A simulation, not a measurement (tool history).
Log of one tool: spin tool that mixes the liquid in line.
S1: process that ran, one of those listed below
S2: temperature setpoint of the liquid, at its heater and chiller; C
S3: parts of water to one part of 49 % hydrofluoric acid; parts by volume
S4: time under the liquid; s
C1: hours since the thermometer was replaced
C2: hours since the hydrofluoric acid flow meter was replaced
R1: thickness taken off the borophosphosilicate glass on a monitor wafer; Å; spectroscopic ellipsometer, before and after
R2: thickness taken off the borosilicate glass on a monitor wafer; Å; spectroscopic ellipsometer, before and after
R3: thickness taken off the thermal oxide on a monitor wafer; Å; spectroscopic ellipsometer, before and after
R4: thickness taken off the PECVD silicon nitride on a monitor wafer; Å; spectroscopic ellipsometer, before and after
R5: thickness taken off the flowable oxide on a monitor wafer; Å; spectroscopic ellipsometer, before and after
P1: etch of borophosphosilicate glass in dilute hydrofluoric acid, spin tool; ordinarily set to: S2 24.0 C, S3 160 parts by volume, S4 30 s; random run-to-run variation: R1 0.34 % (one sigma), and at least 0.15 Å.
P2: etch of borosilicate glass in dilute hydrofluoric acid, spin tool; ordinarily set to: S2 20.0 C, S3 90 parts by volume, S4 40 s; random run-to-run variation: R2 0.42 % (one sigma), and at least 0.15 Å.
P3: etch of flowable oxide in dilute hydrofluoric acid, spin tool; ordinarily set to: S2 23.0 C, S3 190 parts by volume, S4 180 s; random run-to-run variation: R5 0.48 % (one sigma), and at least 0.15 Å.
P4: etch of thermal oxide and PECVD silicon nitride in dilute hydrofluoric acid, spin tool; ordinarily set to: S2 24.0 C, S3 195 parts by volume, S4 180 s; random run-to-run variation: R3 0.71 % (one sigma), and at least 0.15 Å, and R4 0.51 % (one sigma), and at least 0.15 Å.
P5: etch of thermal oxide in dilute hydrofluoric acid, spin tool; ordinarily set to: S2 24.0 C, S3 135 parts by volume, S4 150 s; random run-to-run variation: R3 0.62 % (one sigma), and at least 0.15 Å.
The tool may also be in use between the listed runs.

{"run": 1, "day": 0.317, "S1": "P1", "S2": 24.0, "S3": 160, "S4": 30, "C1": 798.3, "C2": 1202.7, "R1": 86.797}
{"run": 2, "day": 0.667, "S1": "P2", "S2": 20.0, "S3": 130, "S4": 40, "C1": 806.7, "C2": 1211.1, "R2": 115.71}
{"run": 3, "day": 1.021, "S1": "P1", "S2": 24.0, "S3": 275, "S4": 30, "C1": 815.2, "C2": 1219.6, "R1": 44.6}
{"run": 4, "day": 1.392, "S1": "P1", "S2": 24.0, "S3": 160, "S4": 30, "C1": 824.1, "C2": 1228.5, "R1": 87.108}
{"run": 5, "day": 1.729, "S1": "P4", "S2": 24.0, "S3": 315, "S4": 180, "C1": 832.2, "C2": 1236.6, "R3": 21.013, "R4": 27.66}
{"run": 6, "day": 1.979, "S1": "P1", "S2": 24.0, "S3": 160, "S4": 30, "C1": 838.2, "C2": 1242.6, "R1": 86.672}
{"run": 7, "day": 2.238, "S1": "P1", "S2": 24.0, "S3": 160, "S4": 30, "C1": 844.4, "C2": 1248.8, "R1": 87.017}
{"run": 8, "day": 2.496, "S1": "P3", "S2": 23.0, "S3": 35, "S4": 180, "C1": 850.6, "C2": 1255.0, "R5": 1559.5}
{"run": 9, "day": 2.742, "S1": "P4", "S2": 24.0, "S3": 195, "S4": 180, "C1": 856.5, "C2": 1260.9, "R3": 38.768, "R4": 44.714}
{"run": 10, "day": 3.104, "S1": "P1", "S2": 24.0, "S3": 160, "S4": 30, "C1": 865.2, "C2": 1269.6, "R1": 87.215}
{"run": 11, "day": 3.454, "S1": "P3", "S2": 23.0, "S3": 190, "S4": 45, "C1": 873.6, "C2": 1278.0, "R5": 59.67}
{"run": 12, "day": 3.804, "S1": "P2", "S2": 20.0, "S3": 90, "S4": 15, "C1": 882.0, "C2": 1286.4, "R2": 65.329}
{"run": 13, "day": 4.229, "S1": "P1", "S2": 24.0, "S3": 160, "S4": 30, "C1": 892.2, "C2": 1296.6, "R1": 86.914}
{"run": 14, "day": 4.567, "S1": "P5", "S2": 24.0, "S3": 135, "S4": 35, "C1": 900.3, "C2": 1304.7, "R3": 11.238}
{"run": 15, "day": 4.912, "S1": "P3", "S2": 23.0, "S3": 190, "S4": 180, "C1": 908.6, "C2": 1313.0, "R5": 235.35}
{"run": 16, "day": 5.242, "S1": "P1", "S2": 17.5, "S3": 160, "S4": 30, "C1": 916.5, "C2": 1320.9, "R1": 67.05}
{"run": 17, "day": 5.608, "S1": "P2", "S2": 17.0, "S3": 90, "S4": 40, "C1": 925.3, "C2": 1329.7, "R2": 153.71}
{"run": 18, "day": 5.929, "S1": "P1", "S2": 24.0, "S3": 160, "S4": 30, "C1": 933.0, "C2": 1337.4, "R1": 86.922}
{"run": 19, "day": 6.208, "S1": "P1", "S2": 24.0, "S3": 45, "S4": 60, "C1": 939.7, "C2": 1344.1, "R1": 711.35}
{"run": 20, "day": 6.642, "S1": "P5", "S2": 24.0, "S3": 135, "S4": 150, "C1": 950.1, "C2": 1354.5, "R3": 48.909}
{"run": 21, "day": 7.038, "S1": "P4", "S2": 24.0, "S3": 195, "S4": 100, "C1": 959.6, "C2": 1364.0, "R3": 21.712, "R4": 24.76}
{"run": 22, "day": 7.375, "S1": "P5", "S2": 24.0, "S3": 25, "S4": 150, "C1": 967.7, "C2": 1372.1, "R3": 304.83}
{"run": 23, "day": 7.721, "S1": "P5", "S2": 18.5, "S3": 135, "S4": 150, "C1": 976.0, "C2": 1380.4, "R3": 39.23}
{"run": 24, "day": 7.967, "S1": "P5", "S2": 24.0, "S3": 135, "S4": 150, "C1": 981.9, "C2": 1386.3, "R3": 49.024}
{"run": 25, "day": 8.233, "S1": "P1", "S2": 24.0, "S3": 160, "S4": 55, "C1": 988.3, "C2": 1392.7, "R1": 159.18}
{"run": 26, "day": 8.708, "S1": "P1", "S2": 30.0, "S3": 160, "S4": 30, "C1": 999.7, "C2": 1404.1, "R1": 107.96}
{"run": 27, "day": 9.033, "S1": "P1", "S2": 24.0, "S3": 160, "S4": 15, "C1": 1007.5, "C2": 1411.9, "R1": 43.442}

The next listed run, before its measurement:
{"run": 28, "day": 9.488, "S1": "P2", "S2": 20.0, "S3": 90, "S4": 40, "C1": 1018.4, "C2": 1422.8, "R2": "?"}

R2: 173.070 Å

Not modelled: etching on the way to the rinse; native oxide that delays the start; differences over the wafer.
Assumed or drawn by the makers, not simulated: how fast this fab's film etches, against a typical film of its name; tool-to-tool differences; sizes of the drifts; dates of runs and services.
